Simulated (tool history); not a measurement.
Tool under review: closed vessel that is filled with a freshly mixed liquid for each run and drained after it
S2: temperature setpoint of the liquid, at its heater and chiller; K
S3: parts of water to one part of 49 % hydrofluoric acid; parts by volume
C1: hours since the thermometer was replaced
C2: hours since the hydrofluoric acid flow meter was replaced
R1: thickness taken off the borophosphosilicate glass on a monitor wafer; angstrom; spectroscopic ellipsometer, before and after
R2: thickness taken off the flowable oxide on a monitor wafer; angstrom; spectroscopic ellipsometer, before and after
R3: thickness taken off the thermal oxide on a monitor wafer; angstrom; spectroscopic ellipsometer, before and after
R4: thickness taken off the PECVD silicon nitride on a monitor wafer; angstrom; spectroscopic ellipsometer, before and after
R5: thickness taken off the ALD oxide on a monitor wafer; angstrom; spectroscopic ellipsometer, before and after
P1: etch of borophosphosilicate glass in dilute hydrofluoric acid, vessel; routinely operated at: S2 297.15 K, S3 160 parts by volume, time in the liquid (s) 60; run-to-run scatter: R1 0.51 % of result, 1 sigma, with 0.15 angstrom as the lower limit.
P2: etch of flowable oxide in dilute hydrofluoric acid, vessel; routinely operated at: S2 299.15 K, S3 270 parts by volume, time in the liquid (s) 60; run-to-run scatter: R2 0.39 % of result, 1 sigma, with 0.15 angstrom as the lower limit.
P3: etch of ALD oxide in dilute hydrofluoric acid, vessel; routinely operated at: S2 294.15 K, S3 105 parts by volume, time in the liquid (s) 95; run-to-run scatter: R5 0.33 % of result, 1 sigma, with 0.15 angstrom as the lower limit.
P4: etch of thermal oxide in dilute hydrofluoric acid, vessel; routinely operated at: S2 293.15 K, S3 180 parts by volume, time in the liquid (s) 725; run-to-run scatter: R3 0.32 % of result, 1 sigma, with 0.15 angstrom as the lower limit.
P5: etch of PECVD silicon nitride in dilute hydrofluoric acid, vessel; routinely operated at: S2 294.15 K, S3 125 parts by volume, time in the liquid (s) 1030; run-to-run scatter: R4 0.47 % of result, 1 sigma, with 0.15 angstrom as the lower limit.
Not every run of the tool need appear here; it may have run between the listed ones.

Run 1, hour 2.2: process that ran P1, S2 297.15 K, S3 160 parts by volume, time in the liquid (s) 60; C1 653.4; C2 212.7. Result: R1 198.230 angstrom.
Run 2, hour 5.9: process that ran P2, S2 299.15 K, S3 440 parts by volume, time in the liquid (s) 60; C1 657.1; C2 216.4. Result: R2 46.222 angstrom.
Run 3, hour 7.8: process that ran P1, S2 297.15 K, S3 160 parts by volume, time in the liquid (s) 60; C1 659.0; C2 218.3. Result: R1 200.340 angstrom.
Run 4, hour 11.6: process that ran P4, S2 293.15 K, S3 180 parts by volume, time in the liquid (s) 725; C1 662.8; C2 222.1. Result: R3 152.36 angstrom.
Run 5, hour 14.5: process that ran P5, S2 294.15 K, S3 65 parts by volume, time in the liquid (s) 1030; C1 665.7; C2 225.0. Result: R4 536.84 angstrom.
Run 6, hour 16.7: process that ran P5, S2 290.15 K, S3 125 parts by volume, time in the liquid (s) 1030; C1 667.9; C2 227.2. Result: R4 215.45 angstrom.
Run 7, hour 20.1: process that ran P1, S2 304.15 K, S3 160 parts by volume, time in the liquid (s) 60; C1 671.3; C2 230.6. Result: R1 258.110 angstrom.
Run 8, hour 22.4: process that ran P3, S2 302.65 K, S3 105 parts by volume, time in the liquid (s) 95; C1 673.6; C2 232.9. Result: R5 188.150 angstrom.
Run 9, hour 25.5: process that ran P4, S2 293.15 K, S3 180 parts by volume, time in the liquid (s) 1230; C1 676.7; C2 236.0. Result: R3 258.32 angstrom.
Run 10, hour 27.6: process that ran P2, S2 299.15 K, S3 270 parts by volume, time in the liquid (s) 30; C1 678.8; C2 238.1. Result: R2 44.193 angstrom.
Run 11, hour 30.1: process that ran P1, S2 297.15 K, S3 265 parts by volume, time in the liquid (s) 95; C1 681.3; C2 240.6. Result: R1 169.770 angstrom.
Run 12, hour 34.1: process that ran P1, S2 297.15 K, S3 160 parts by volume, time in the liquid (s) 60; C1 685.3; C2 244.6. Result: R1 199.100 angstrom.
Run 13, hour 36.0: process that ran P3, S2 294.15 K, S3 105 parts by volume, time in the liquid (s) 95; C1 687.2; C2 246.5. Result: R5 134.950 angstrom.
Run 14, hour 39.4: process that ran P1, S2 297.15 K, S3 160 parts by volume, time in the liquid (s) 110; C1 690.6; C2 249.9. Result: R1 365.410 angstrom.
Run 15, hour 42.5: process that ran P2, S2 293.15 K, S3 270 parts by volume, time in the liquid (s) 60; C1 693.7; C2 253.0. Result: R2 71.270 angstrom.
Run 16, hour 45.6: process that ran P1, S2 291.65 K, S3 160 parts by volume, time in the liquid (s) 60; C1 696.8; C2 256.1. Result: R1 159.100 angstrom.
Run 17, hour 47.5: process that ran P1, S2 297.15 K, S3 160 parts by volume, time in the liquid (s) 60; C1 698.7; C2 258.0. Result: R1 198.770 angstrom.
Run 18, hour 49.4: process that ran P4, S2 293.15 K, S3 80 parts by volume, time in the liquid (s) 725; C1 700.6; C2 259.9. Result: R3 382.36 angstrom.
Run 19, hour 52.6: process that ran P1, S2 297.15 K, S3 160 parts by volume, time in the liquid (s) 60; C1 703.8; C2 263.1. Result: R1 198.920 angstrom.
Run 20, hour 56.7: process that ran P3, S2 294.15 K, S3 40 parts by volume, time in the liquid (s) 95; C1 707.9; C2 267.2. Result: R5 385.710 angstrom.
Run 21, hour 59.1: process that ran P1, S2 297.15 K, S3 160 parts by volume, time in the liquid (s) 60; C1 710.3; C2 269.6. Result: R1 197.690 angstrom.
Run 22, hour 61.7: process that ran P5, S2 294.15 K, S3 125 parts by volume, time in the liquid (s) 1030; C1 712.9; C2 272.2. Result: R4 282.27 angstrom.
Run 23, hour 64.5: process that ran P1, S2 297.15 K, S3 230 parts by volume, time in the liquid (s) 60; C1 715.7; C2 275.0. Result: R1 127.250 angstrom.
Run 24, hour 68.2: process that ran P2, S2 299.15 K, S3 270 parts by volume, time in the liquid (s) 60; C1 719.4; C2 278.7. Result: R2 88.347 angstrom.
Run 25, hour 70.9: process that ran P4, S2 301.65 K, S3 180 parts by volume, time in the liquid (s) 725; C1 722.1; C2 281.4. Result: R3 207.72 angstrom.
At hour 71.5: hydrofluoric acid flow meter replaced.
Run 26, hour 74.1: process that ran P1, S2 297.15 K, S3 160 parts by volume, time in the liquid (s) 60; C1 725.3; C2 2.6. Result: R1 198.440 angstrom.
Run 27, hour 76.9: process that ran P5, S2 294.15 K, S3 125 parts by volume, time in the liquid (s) 1600; C1 728.1; C2 5.4. Result: R4 439.56 angstrom.
Run 28, hour 80.6: process that ran P1, S2 297.15 K, S3 160 parts by volume, time in the liquid (s) 30; C1 731.8; C2 9.1. Result: R1 99.935 angstrom.
Run 29, hour 82.8: process that ran P3, S2 294.15 K, S3 105 parts by volume, time in the liquid (s) 45; C1 734.0; C2 11.3. Result: R5 64.486 angstrom.
Run 30, hour 85.9: process that ran P1, S2 297.15 K, S3 70 parts by volume, time in the liquid (s) 60; C1 737.1; C2 14.4. Result: R1 506.720 angstrom.
Run 31, hour 88.4: process that ran P1, S2 297.15 K, S3 160 parts by volume, time in the liquid (s) 60; C1 739.6; C2 16.9. Result: R1 197.610 angstrom.
Run 32, hour 90.4: process that ran P1, S2 297.15 K, S3 160 parts by volume, time in the liquid (s) 60; C1 741.6; C2 18.9. Result: R1 204.500 angstrom.
Run 33, hour 94.4: process that ran P1, S2 297.15 K, S3 160 parts by volume, time in the liquid (s) 60; C1 745.6; C2 22.9. Result: R1 207.390 angstrom.
Run 34, hour 97.5: process that ran P1, S2 297.15 K, S3 160 parts by volume, time in the liquid (s) 60; C1 748.7; C2 26.0. Result: R1 211.260 angstrom.
Run 35, hour 99.4: process that ran P1, S2 297.15 K, S3 160 parts by volume, time in the liquid (s) 60; C1 750.6; C2 27.9. Result: R1 212.780 angstrom.

Predict the results of run 36:
Run 36, hour 102.7: process that ran P1, S2 297.15 K, S3 160 parts by volume, time in the liquid (s) 60; C1 753.9; C2 31.2. Result: R1 ?.

R1: 212.890 angstrom
